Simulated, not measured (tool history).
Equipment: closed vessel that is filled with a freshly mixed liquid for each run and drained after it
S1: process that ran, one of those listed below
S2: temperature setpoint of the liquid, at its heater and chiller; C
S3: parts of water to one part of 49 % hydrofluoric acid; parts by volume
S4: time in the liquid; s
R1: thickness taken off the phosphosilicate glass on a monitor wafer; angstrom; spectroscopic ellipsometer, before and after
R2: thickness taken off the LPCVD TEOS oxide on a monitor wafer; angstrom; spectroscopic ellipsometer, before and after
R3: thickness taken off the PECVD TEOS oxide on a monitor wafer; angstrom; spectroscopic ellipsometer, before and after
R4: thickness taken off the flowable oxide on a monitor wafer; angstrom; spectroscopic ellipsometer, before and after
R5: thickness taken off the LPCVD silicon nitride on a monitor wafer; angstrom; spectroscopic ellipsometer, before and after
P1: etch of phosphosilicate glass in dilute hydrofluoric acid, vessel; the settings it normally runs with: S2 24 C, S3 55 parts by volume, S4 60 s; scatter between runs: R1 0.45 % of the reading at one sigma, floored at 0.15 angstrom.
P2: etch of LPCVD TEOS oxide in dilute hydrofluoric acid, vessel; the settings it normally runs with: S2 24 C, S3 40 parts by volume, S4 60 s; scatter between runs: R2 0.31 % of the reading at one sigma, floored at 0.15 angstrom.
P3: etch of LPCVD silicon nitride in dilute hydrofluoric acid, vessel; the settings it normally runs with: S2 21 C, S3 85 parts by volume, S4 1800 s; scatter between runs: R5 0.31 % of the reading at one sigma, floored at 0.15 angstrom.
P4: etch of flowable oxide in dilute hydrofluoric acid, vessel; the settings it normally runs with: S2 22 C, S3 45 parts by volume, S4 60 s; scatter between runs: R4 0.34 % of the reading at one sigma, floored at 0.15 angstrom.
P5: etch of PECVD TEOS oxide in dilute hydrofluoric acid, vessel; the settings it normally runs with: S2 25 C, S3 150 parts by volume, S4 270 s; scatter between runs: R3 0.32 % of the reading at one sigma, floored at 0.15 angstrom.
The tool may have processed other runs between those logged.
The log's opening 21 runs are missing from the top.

{"run": 22, "hour": 260.1, "S1": "P1", "S2": 29, "S3": 55, "S4": 60, "R1": 1034.6}
{"run": 23, "hour": 273.9, "S1": "P4", "S2": 22, "S3": 45, "S4": 60, "R4": 558.59}
{"run": 24, "hour": 290.1, "S1": "P2", "S2": 17, "S3": 40, "S4": 60, "R2": 205.34}
{"run": 25, "hour": 300.9, "S1": "P1", "S2": 24, "S3": 55, "S4": 60, "R1": 841.28}
{"run": 26, "hour": 315.5, "S1": "P1", "S2": 18.5, "S3": 55, "S4": 60, "R1": 668.4}
{"run": 27, "hour": 324.3, "S1": "P3", "S2": 21, "S3": 85, "S4": 1800, "R5": 87.672}
{"run": 28, "hour": 336.2, "S1": "P1", "S2": 24, "S3": 55, "S4": 30, "R1": 418.56}
{"run": 29, "hour": 345.6, "S1": "P2", "S2": 24, "S3": 40, "S4": 60, "R2": 274.88}
{"run": 30, "hour": 356.2, "S1": "P1", "S2": 24, "S3": 55, "S4": 60, "R1": 838.69}
{"run": 31, "hour": 371.5, "S1": "P1", "S2": 24, "S3": 55, "S4": 60, "R1": 843.23}

For run 32, what comes out?
{"run": 32, "hour": 379.9, "S1": "P1", "S2": 24, "S3": 55, "S4": 60, "R1": "?"}

Run 32 gave R1 839.74 angstrom.
